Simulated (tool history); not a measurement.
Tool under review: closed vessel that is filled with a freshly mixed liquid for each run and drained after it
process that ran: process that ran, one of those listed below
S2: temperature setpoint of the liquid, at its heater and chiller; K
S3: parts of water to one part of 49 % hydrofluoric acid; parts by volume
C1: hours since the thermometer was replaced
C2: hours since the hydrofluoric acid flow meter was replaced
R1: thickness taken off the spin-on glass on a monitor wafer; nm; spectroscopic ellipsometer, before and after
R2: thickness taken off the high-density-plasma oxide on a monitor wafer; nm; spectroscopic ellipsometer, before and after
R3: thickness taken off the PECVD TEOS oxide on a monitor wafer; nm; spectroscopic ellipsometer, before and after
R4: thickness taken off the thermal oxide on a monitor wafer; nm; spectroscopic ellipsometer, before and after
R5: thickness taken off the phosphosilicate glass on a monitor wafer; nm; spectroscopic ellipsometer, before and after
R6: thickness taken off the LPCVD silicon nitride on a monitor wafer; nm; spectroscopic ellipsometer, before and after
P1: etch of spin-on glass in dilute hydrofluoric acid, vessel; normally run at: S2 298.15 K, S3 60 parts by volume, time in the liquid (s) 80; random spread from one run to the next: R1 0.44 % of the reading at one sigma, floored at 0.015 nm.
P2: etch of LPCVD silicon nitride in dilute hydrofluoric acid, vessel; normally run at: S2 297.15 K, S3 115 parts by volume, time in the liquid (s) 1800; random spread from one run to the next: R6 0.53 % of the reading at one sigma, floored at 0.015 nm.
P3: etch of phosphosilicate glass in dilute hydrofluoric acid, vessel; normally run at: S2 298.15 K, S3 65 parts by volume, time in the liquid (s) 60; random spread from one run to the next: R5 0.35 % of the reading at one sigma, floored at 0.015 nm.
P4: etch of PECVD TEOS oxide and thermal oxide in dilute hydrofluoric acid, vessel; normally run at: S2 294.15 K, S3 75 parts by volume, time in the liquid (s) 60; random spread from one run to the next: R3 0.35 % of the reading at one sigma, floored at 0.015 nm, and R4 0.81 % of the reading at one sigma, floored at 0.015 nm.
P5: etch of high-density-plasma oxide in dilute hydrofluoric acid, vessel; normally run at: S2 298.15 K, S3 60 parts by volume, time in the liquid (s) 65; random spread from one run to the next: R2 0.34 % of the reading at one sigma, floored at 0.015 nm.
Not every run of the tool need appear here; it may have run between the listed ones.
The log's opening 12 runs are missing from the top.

Run 13, hour 139.7: process that ran P1, S2 298.15 K, S3 60 parts by volume, time in the liquid (s) 80; C1 518.9; C2 353.4. Result: R1 37.363 nm.
At hour 144.2: hydrofluoric acid flow meter replaced.
Run 14, hour 146.3: process that ran P5, S2 298.15 K, S3 60 parts by volume, time in the liquid (s) 65; C1 525.5; C2 2.1. Result: R2 6.0533 nm.
Run 15, hour 153.7: process that ran P5, S2 303.65 K, S3 60 parts by volume, time in the liquid (s) 65; C1 532.9; C2 9.5. Result: R2 7.519 nm.
Run 16, hour 162.5: process that ran P3, S2 298.15 K, S3 65 parts by volume, time in the liquid (s) 60; C1 541.7; C2 18.3. Result: R5 116.67 nm.
Run 17, hour 173.2: process that ran P3, S2 302.15 K, S3 65 parts by volume, time in the liquid (s) 60; C1 552.4; C2 29. Result: R5 137.06 nm.
Run 18, hour 186.6: process that ran P2, S2 297.15 K, S3 115 parts by volume, time in the liquid (s) 1800; C1 565.8; C2 42.4. Result: R6 7.6438 nm.
Run 19, hour 198.2: process that ran P3, S2 298.15 K, S3 65 parts by volume, time in the liquid (s) 60; C1 577.4; C2 54. Result: R5 115.94 nm.
Run 20, hour 205.3: process that ran P1, S2 298.15 K, S3 105 parts by volume, time in the liquid (s) 80; C1 584.5; C2 61.1. Result: R1 20.038 nm.
At hour 212.2: thermometer replaced.
Run 21, hour 212.2: process that ran P1, S2 298.15 K, S3 60 parts by volume, time in the liquid (s) 140; C1 0.1; C2 68. Result: R1 65.693 nm.
Run 22, hour 219: process that ran P4, S2 294.15 K, S3 30 parts by volume, time in the liquid (s) 60; C1 6.9; C2 74.8. Result: R3 55.683 nm, R4 9.0027 nm.
Run 23, hour 230: process that ran P1, S2 306.15 K, S3 60 parts by volume, time in the liquid (s) 80; C1 17.9; C2 85.8. Result: R1 51.196 nm.
Run 24, hour 239.5: process that ran P2, S2 292.15 K, S3 115 parts by volume, time in the liquid (s) 1800; C1 27.4; C2 95.3. Result: R6 5.4953 nm.
Run 25, hour 251.7: process that ran P1, S2 298.15 K, S3 60 parts by volume, time in the liquid (s) 80; C1 39.6; C2 107.5. Result: R1 37.388 nm.
Run 26, hour 259.3: process that ran P4, S2 294.15 K, S3 75 parts by volume, time in the liquid (s) 60; C1 47.2; C2 115.1. Result: R3 20.987 nm, R4 3.4608 nm.
Run 27, hour 268.6: process that ran P3, S2 298.15 K, S3 25 parts by volume, time in the liquid (s) 60; C1 56.5; C2 124.4. Result: R5 320.89 nm.
Run 28, hour 279.9: process that ran P5, S2 298.15 K, S3 60 parts by volume, time in the liquid (s) 35; C1 67.8; C2 135.7. Result: R2 3.2952 nm.
Run 29, hour 293.4: process that ran P2, S2 297.15 K, S3 115 parts by volume, time in the liquid (s) 820; C1 81.3; C2 149.2. Result: R6 3.5204 nm.
Run 30, hour 299.8: process that ran P1, S2 291.15 K, S3 60 parts by volume, time in the liquid (s) 110; C1 87.7; C2 155.6. Result: R1 38.564 nm.
Run 31, hour 311.3: process that ran P1, S2 290.65 K, S3 60 parts by volume, time in the liquid (s) 80; C1 99.2; C2 167.1. Result: R1 27.309 nm.
Run 32, hour 318.5: process that ran P1, S2 298.15 K, S3 60 parts by volume, time in the liquid (s) 45; C1 106.4; C2 174.3. Result: R1 21.111 nm.
Run 33, hour 332.3: process that ran P2, S2 297.15 K, S3 160 parts by volume, time in the liquid (s) 1800; C1 120.2; C2 188.1. Result: R6 5.5035 nm.

What does the tool deliver on the next run?
Run 34, hour 345.4: process that ran P1, S2 298.15 K, S3 60 parts by volume, time in the liquid (s) 80; C1 133.3; C2 201.2. Result: R1 ?.

R1: 37.322 nm
